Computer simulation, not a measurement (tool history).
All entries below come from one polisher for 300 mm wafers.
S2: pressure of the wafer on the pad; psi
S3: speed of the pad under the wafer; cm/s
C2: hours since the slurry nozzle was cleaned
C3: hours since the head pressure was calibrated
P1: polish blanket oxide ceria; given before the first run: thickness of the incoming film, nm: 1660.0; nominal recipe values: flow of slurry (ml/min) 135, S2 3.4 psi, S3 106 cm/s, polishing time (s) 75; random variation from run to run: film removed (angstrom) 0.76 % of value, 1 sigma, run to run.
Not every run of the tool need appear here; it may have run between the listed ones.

run 1 hour=6 | flow_of_slurry_(ml/min)=135 S2=3.4 S3=106 polishing_time_(s)=75 | wafers_polished_on_this_pad=424 C2=493.7 C3=353.3 | film_removed_(angstrom)=3902.6
run 2 hour=11.2 | flow_of_slurry_(ml/min)=135 S2=4.5 S3=106 polishing_time_(s)=41 | wafers_polished_on_this_pad=474 C2=498.9 C3=358.5 | film_removed_(angstrom)=2793.9
run 3 hour=16.1 | flow_of_slurry_(ml/min)=135 S2=4.8 S3=106 polishing_time_(s)=75 | wafers_polished_on_this_pad=521 C2=503.8 C3=363.4 | film_removed_(angstrom)=5453.5
run 4 hour=20.5 | flow_of_slurry_(ml/min)=190 S2=3.4 S3=106 polishing_time_(s)=75 | wafers_polished_on_this_pad=563 C2=508.2 C3=367.8 | film_removed_(angstrom)=4081.6
run 5 hour=26 | flow_of_slurry_(ml/min)=135 S2=3.4 S3=106 polishing_time_(s)=95 | wafers_polished_on_this_pad=616 C2=513.7 C3=373.3 | film_removed_(angstrom)=4891.9
run 6 hour=32.5 | flow_of_slurry_(ml/min)=135 S2=3.4 S3=50 polishing_time_(s)=75 | wafers_polished_on_this_pad=678 C2=520.2 C3=379.8 | film_removed_(angstrom)=1817.6
run 7 hour=38 | flow_of_slurry_(ml/min)=185 S2=3.4 S3=106 polishing_time_(s)=112 | wafers_polished_on_this_pad=731 C2=525.7 C3=385.3 | film_removed_(angstrom)=6171.8
run 8 hour=41.3 | flow_of_slurry_(ml/min)=135 S2=3.4 S3=106 polishing_time_(s)=75 | wafers_polished_on_this_pad=763 C2=529 C3=388.6 | film_removed_(angstrom)=3921.7
run 9 hour=45.3 | flow_of_slurry_(ml/min)=135 S2=2.4 S3=106 polishing_time_(s)=75 | wafers_polished_on_this_pad=802 C2=533 C3=392.6 | film_removed_(angstrom)=2756.9
run 10 hour=49.9 | flow_of_slurry_(ml/min)=135 S2=3.4 S3=106 polishing_time_(s)=75 | wafers_polished_on_this_pad=846 C2=537.6 C3=397.2 | film_removed_(angstrom)=3945
run 11 hour=55.4 | flow_of_slurry_(ml/min)=135 S2=3.4 S3=106 polishing_time_(s)=75 | wafers_polished_on_this_pad=899 C2=543.1 C3=402.7 | film_removed_(angstrom)=3944.4
run 12 hour=60.7 | flow_of_slurry_(ml/min)=135 S2=3.4 S3=106 polishing_time_(s)=49 | wafers_polished_on_this_pad=950 C2=548.4 C3=408 | film_removed_(angstrom)=2543.9
run 13 hour=67.2 | flow_of_slurry_(ml/min)=135 S2=3.4 S3=106 polishing_time_(s)=75 | wafers_polished_on_this_pad=1012 C2=554.9 C3=414.5 | film_removed_(angstrom)=3801.5
-- hour=67.9 head pressure recalibrated
run 14 hour=71.3 | flow_of_slurry_(ml/min)=135 S2=3.4 S3=158 polishing_time_(s)=75 | wafers_polished_on_this_pad=1051 C2=559 C3=3.4 | film_removed_(angstrom)=5810.9
run 15 hour=77.7 | flow_of_slurry_(ml/min)=80 S2=3.4 S3=106 polishing_time_(s)=75 | wafers_polished_on_this_pad=1113 C2=565.4 C3=9.8 | film_removed_(angstrom)=3435.5
run 16 hour=81.6 | flow_of_slurry_(ml/min)=135 S2=3.4 S3=106 polishing_time_(s)=75 | wafers_polished_on_this_pad=1150 C2=569.3 C3=13.7 | film_removed_(angstrom)=3881.7
run 17 hour=87.2 | flow_of_slurry_(ml/min)=135 S2=3.4 S3=106 polishing_time_(s)=75 | wafers_polished_on_this_pad=1204 C2=574.9 C3=19.3 | film_removed_(angstrom)=3873.4
run 18 hour=91.2 | flow_of_slurry_(ml/min)=135 S2=3.4 S3=106 polishing_time_(s)=75 | wafers_polished_on_this_pad=1243 C2=578.9 C3=23.3 | film_removed_(angstrom)=3807.7
run 19 hour=95.7 | flow_of_slurry_(ml/min)=135 S2=3.4 S3=106 polishing_time_(s)=75 | wafers_polished_on_this_pad=1286 C2=583.4 C3=27.8 | film_removed_(angstrom)=3700.6
run 20 hour=99.2 | flow_of_slurry_(ml/min)=135 S2=3.4 S3=106 polishing_time_(s)=75 | wafers_polished_on_this_pad=1320 C2=586.9 C3=31.3 | film_removed_(angstrom)=3702.7
-- hour=103.5 head pressure recalibrated
run 21 hour=104.3 | flow_of_slurry_(ml/min)=135 S2=3.4 S3=106 polishing_time_(s)=75 | wafers_polished_on_this_pad=1369 C2=592 C3=0.9 | film_removed_(angstrom)=3679.7
run 22 hour=107.7 | flow_of_slurry_(ml/min)=135 S2=3.4 S3=106 polishing_time_(s)=75 | wafers_polished_on_this_pad=1401 C2=595.4 C3=4.3 | film_removed_(angstrom)=3566.6
run 23 hour=111 | flow_of_slurry_(ml/min)=135 S2=3.4 S3=106 polishing_time_(s)=75 | wafers_polished_on_this_pad=1433 C2=598.7 C3=7.6 | film_removed_(angstrom)=3600.6
run 24 hour=117.6 | flow_of_slurry_(ml/min)=135 S2=3.4 S3=106 polishing_time_(s)=75 | wafers_polished_on_this_pad=1497 C2=605.3 C3=14.2 | film_removed_(angstrom)=3569.6
run 25 hour=123 | flow_of_slurry_(ml/min)=135 S2=3.4 S3=106 polishing_time_(s)=75 | wafers_polished_on_this_pad=1548 C2=610.7 C3=19.6 | film_removed_(angstrom)=3548.7
run 26 hour=128.8 | flow_of_slurry_(ml/min)=135 S2=3.4 S3=106 polishing_time_(s)=75 | wafers_polished_on_this_pad=1604 C2=616.5 C3=25.4 | film_removed_(angstrom)=3561.2
run 27 hour=132.6 | flow_of_slurry_(ml/min)=135 S2=3.4 S3=106 polishing_time_(s)=75 | wafers_polished_on_this_pad=1641 C2=620.3 C3=29.2 | film_removed_(angstrom)=3547.4

What P1 gives has crept away from where it was. These 2 causes fit the log equally well, each at the size given:
A: removal rate lost through wear of the pad, % = 8.66
B: slurry flow missing at the pad, % = 32.5
Creep in the process output first set in at about hour 87.2.
Excluded causes, each with its reason:
head's pressure below its setpoint, %: serviced at hour 103.5, after the change had begun; the process did not return to its earlier output

The 4 check runs listed below each average the results of 2 wafers, and their outcomes are marked with question marks. Under which run would the listed causes produce clearly different results?
run check 1 hour=136.4 | flow_of_slurry_(ml/min)=135 S2=3.4 S3=60 polishing_time_(s)=75 | film_removed_(angstrom)=?
run check 2 hour=136.4 | flow_of_slurry_(ml/min)=135 S2=3.4 S3=150 polishing_time_(s)=75 | film_removed_(angstrom)=?
run check 3 hour=136.4 | flow_of_slurry_(ml/min)=135 S2=2.6 S3=106 polishing_time_(s)=75 | film_removed_(angstrom)=?
run check 4 hour=136.4 | flow_of_slurry_(ml/min)=80 S2=3.4 S3=106 polishing_time_(s)=75 | film_removed_(angstrom)=?

How each check would come out, cause by cause:
check=check_1 result=film_removed_(angstrom) if_A=2006.7 if_B=2006.8
check=check_2 result=film_removed_(angstrom) if_A=5016.8 if_B=5017
check=check_3 result=film_removed_(angstrom) if_A=2711 if_B=2711.1
check=check_4 result=film_removed_(angstrom) if_A=3118.8 if_B=2963.2
Per-check spread between the two closest causes, in the result where they differ most: check 1 0 %; check 2 0 %; check 3 0 %; check 4 5.12 %
The causes can be told apart only by check 4. The other checks would give nearly the same results under each of them.

Here is what check 4 returned: film removed (angstrom) 2971.2. Which cause is it?

B is the cause: slurry flow missing at the pad, %.
